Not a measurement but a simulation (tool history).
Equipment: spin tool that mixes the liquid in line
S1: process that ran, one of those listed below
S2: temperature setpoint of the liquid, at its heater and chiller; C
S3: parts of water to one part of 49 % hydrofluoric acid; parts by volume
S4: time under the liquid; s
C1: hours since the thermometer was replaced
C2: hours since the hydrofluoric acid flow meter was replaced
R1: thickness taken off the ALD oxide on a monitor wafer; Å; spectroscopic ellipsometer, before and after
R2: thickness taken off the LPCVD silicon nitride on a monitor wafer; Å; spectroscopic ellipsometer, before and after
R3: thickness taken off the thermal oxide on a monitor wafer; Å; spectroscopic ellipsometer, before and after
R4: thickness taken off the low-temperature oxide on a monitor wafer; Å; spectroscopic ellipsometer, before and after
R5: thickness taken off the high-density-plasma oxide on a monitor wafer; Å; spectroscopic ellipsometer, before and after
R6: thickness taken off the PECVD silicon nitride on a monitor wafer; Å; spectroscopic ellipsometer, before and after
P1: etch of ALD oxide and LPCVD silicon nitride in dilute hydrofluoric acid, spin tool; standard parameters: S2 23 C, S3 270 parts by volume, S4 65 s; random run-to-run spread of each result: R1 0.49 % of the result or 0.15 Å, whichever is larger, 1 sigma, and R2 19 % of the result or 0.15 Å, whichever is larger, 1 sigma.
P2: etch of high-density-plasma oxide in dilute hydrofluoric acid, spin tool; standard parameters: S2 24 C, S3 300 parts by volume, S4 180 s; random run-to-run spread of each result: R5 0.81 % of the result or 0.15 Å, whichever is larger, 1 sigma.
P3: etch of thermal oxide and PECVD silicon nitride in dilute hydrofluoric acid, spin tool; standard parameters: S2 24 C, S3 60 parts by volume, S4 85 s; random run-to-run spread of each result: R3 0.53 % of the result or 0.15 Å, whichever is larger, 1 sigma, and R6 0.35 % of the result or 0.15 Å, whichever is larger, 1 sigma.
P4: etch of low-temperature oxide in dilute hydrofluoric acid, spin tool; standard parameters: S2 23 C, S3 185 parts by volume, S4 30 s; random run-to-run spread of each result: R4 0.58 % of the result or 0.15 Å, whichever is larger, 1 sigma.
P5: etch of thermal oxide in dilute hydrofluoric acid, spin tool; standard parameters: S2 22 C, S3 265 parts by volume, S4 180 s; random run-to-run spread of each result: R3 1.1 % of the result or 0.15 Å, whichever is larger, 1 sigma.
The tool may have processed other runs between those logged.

{"run": 1, "hour": 10.7, "S1": "P1", "S2": 23, "S3": 270, "S4": 65, "C1": 466.1, "C2": 191.8, "R1": 60.024, "R2": 1.1625}
{"run": 2, "hour": 24.3, "S1": "P1", "S2": 23, "S3": 270, "S4": 65, "C1": 479.7, "C2": 205.4, "R1": 60.244, "R2": 1.4262}
{"run": 3, "hour": 41.2, "S1": "P5", "S2": 26, "S3": 265, "S4": 180, "C1": 496.6, "C2": 222.3, "R3": 27.413}
{"run": 4, "hour": 55.9, "S1": "P1", "S2": 17, "S3": 270, "S4": 65, "C1": 511.3, "C2": 237, "R1": 48.604, "R2": 1.0958}
{"run": 5, "hour": 64.4, "S1": "P4", "S2": 29.5, "S3": 185, "S4": 30, "C1": 519.8, "C2": 245.5, "R4": 62.887}
{"run": 6, "hour": 80.8, "S1": "P2", "S2": 24, "S3": 300, "S4": 180, "C1": 536.2, "C2": 261.9, "R5": 33.939}
{"run": 7, "hour": 97.3, "S1": "P1", "S2": 23, "S3": 270, "S4": 65, "C1": 552.7, "C2": 278.4, "R1": 60.816, "R2": 0.9274}
{"run": 8, "hour": 112.5, "S1": "P4", "S2": 23, "S3": 40, "S4": 30, "C1": 567.9, "C2": 293.6, "R4": 271.16}
{"run": 9, "hour": 127.9, "S1": "P2", "S2": 24, "S3": 300, "S4": 280, "C1": 583.3, "C2": 309, "R5": 52.614}
{"run": 10, "hour": 138.9, "S1": "P3", "S2": 24, "S3": 110, "S4": 85, "C1": 594.3, "C2": 320, "R3": 36.381, "R6": 43.453}
{"run": 11, "hour": 154.7, "S1": "P5", "S2": 22, "S3": 385, "S4": 180, "C1": 610.1, "C2": 335.8, "R3": 14.779}
{"run": 12, "hour": 167.8, "S1": "P1", "S2": 23, "S3": 270, "S4": 65, "C1": 623.2, "C2": 348.9, "R1": 60.943, "R2": 1.0259}
{"run": 13, "hour": 176.7, "S1": "P5", "S2": 22, "S3": 265, "S4": 80, "C1": 632.1, "C2": 357.8, "R3": 10.782}
{"run": 14, "hour": 190.0, "S1": "P1", "S2": 23, "S3": 460, "S4": 65, "C1": 645.4, "C2": 371.1, "R1": 29.932, "R2": 0.40571}
{"run": 15, "hour": 207.0, "S1": "P1", "S2": 23, "S3": 270, "S4": 65, "C1": 662.4, "C2": 388.1, "R1": 60.511, "R2": 1.2187}
{"run": 16, "hour": 221.7, "S1": "P2", "S2": 24, "S3": 425, "S4": 180, "C1": 677.1, "C2": 402.8, "R5": 21.007}
{"run": 17, "hour": 229.4, "S1": "P3", "S2": 19, "S3": 60, "S4": 85, "C1": 684.8, "C2": 410.5, "R3": 57.806, "R6": 55.912}
{"run": 18, "hour": 238.2, "S1": "P3", "S2": 24, "S3": 60, "S4": 30, "C1": 693.6, "C2": 419.3, "R3": 25.123, "R6": 27.504}
{"run": 19, "hour": 250.3, "S1": "P4", "S2": 23, "S3": 185, "S4": 15, "C1": 705.7, "C2": 431.4, "R4": 24.969}
{"run": 20, "hour": 259.0, "S1": "P2", "S2": 24, "S3": 300, "S4": 180, "C1": 714.4, "C2": 440.1, "R5": 33.65}
{"run": 21, "hour": 269.2, "S1": "P3", "S2": 24, "S3": 60, "S4": 85, "C1": 724.6, "C2": 450.3, "R3": 71.251, "R6": 78.977}
{"run": 22, "hour": 285.2, "S1": "P1", "S2": 27.5, "S3": 270, "S4": 65, "C1": 740.6, "C2": 466.3, "R1": 70.338, "R2": 1.2785}
{"run": 23, "hour": 294.5, "S1": "P1", "S2": 17, "S3": 270, "S4": 15, "C1": 749.9, "C2": 475.6, "R1": 11.182, "R2": 0.24532}
{"run": 24, "hour": 310.2, "S1": "P2", "S2": 17, "S3": 300, "S4": 180, "C1": 765.6, "C2": 491.3, "R5": 26.33}
{"run": 25, "hour": 327.9, "S1": "P4", "S2": 23, "S3": 185, "S4": 30, "C1": 783.3, "C2": 509, "R4": 49.97}
{"run": 26, "hour": 337.3, "S1": "P1", "S2": 23, "S3": 270, "S4": 15, "C1": 792.7, "C2": 518.4, "R1": 13.591, "R2": 0.4138}
{"run": 27, "hour": 351.9, "S1": "P5", "S2": 22, "S3": 265, "S4": 180, "C1": 807.3, "C2": 533, "R3": 23.745}
{"run": 28, "hour": 363.5, "S1": "P1", "S2": 23, "S3": 150, "S4": 65, "C1": 818.9, "C2": 544.6, "R1": 123.22, "R2": 2.1195}
{"run": 29, "hour": 379.2, "S1": "P1", "S2": 23, "S3": 270, "S4": 110, "C1": 834.6, "C2": 560.3, "R1": 102.12, "R2": 1.6194}
{"run": 30, "hour": 395.1, "S1": "P4", "S2": 23, "S3": 185, "S4": 30, "C1": 850.5, "C2": 576.2, "R4": 49.514}
{"run": 31, "hour": 405.8, "S1": "P1", "S2": 23, "S3": 270, "S4": 65, "C1": 861.2, "C2": 586.9, "R1": 60.58, "R2": 1.2953}
{"run": 32, "hour": 422.3, "S1": "P1", "S2": 23, "S3": 270, "S4": 65, "C1": 877.7, "C2": 603.4, "R1": 62.213, "R2": 0.96982}
{"run": 33, "hour": 432.2, "S1": "P1", "S2": 23, "S3": 270, "S4": 65, "C1": 887.6, "C2": 613.3, "R1": 62.327, "R2": 0.94759}
{"run": 34, "hour": 440.7, "S1": "P1", "S2": 23, "S3": 270, "S4": 65, "C1": 896.1, "C2": 621.8, "R1": 62.895, "R2": 1.3179}
{"run": 35, "hour": 458.3, "S1": "P1", "S2": 23, "S3": 270, "S4": 65, "C1": 913.7, "C2": 639.4, "R1": 63.632, "R2": 1.1029}
{"run": 36, "hour": 469.7, "S1": "P1", "S2": 23, "S3": 270, "S4": 65, "C1": 925.1, "C2": 650.8, "R1": 63.082, "R2": 1.1001}
{"run": 37, "hour": 484.3, "S1": "P1", "S2": 23, "S3": 270, "S4": 65, "C1": 939.7, "C2": 665.4, "R1": 63.391, "R2": 0.90074}
{"run": 38, "hour": 496.2, "S1": "P1", "S2": 23, "S3": 270, "S4": 65, "C1": 951.6, "C2": 677.3, "R1": 63.116, "R2": 0.97855}
{"run": 39, "hour": 505.6, "S1": "P1", "S2": 23, "S3": 270, "S4": 65, "C1": 961, "C2": 686.7, "R1": 63.357, "R2": 1.4906}
{"run": 40, "hour": 521.7, "S1": "P1", "S2": 23, "S3": 270, "S4": 65, "C1": 977.1, "C2": 702.8, "R1": 64.037, "R2": 1.5973}
{"run": 41, "hour": 530.1, "S1": "P1", "S2": 23, "S3": 270, "S4": 65, "C1": 985.5, "C2": 711.2, "R1": 63.785, "R2": 1.2528}

What P1 gives has crept off from where it sat before. The 2 causes that follow fit the log equally well, each at the size noted:
A: hydrofluoric acid flow above the setpoint (%) = 4.27
B: liquid hotter than its thermometer reads (K) = 1.49
The drift started at roughly hour 405.8.

Listed below are the offered check runs, one wafer per run, with question marks in place of results. For which of them would the causes give clearly different outcomes?
{"run": "check 1", "hour": 538.5, "S1": "P2", "S2": 24, "S3": 300, "S4": 180, "R5": "?"}
{"run": "check 2", "hour": 538.5, "S1": "P5", "S2": 22, "S3": 265, "S4": 180, "R3": "?"}
{"run": "check 3", "hour": 538.5, "S1": "P3", "S2": 24, "S3": 60, "S4": 85, "R3": "?", "R6": "?"}
{"run": "check 4", "hour": 538.5, "S1": "P4", "S2": 23, "S3": 185, "S4": 30, "R4": "?"}

Expected result of each check under each candidate cause:
check=check_1 result=R5 if_A=35.664 if_B=35.572
check=check_2 result=R3 if_A=25.176 if_B=25.21
check=check_3 result=R3 if_A=74.838 if_B=75.998
check=check_3 result=R6 if_A=82.17 if_B=87.108
check=check_4 result=R4 if_A=52.065 if_B=52.368
Distance between the nearest two causes, measured in the result of the check that separates them most: check 1 0.26 %; check 2 0.14 %; check 3 5.84 %; check 4 0.58 %
Check 3 distinguishes between the causes, while the remaining checks would return nearly the same result for all of them.

The results of check 3 are: R3 75.14 Å; R6 82.147 Å. Based on these, which of the listed causes is it?

It is A: hydrofluoric acid flow above the setpoint (%).
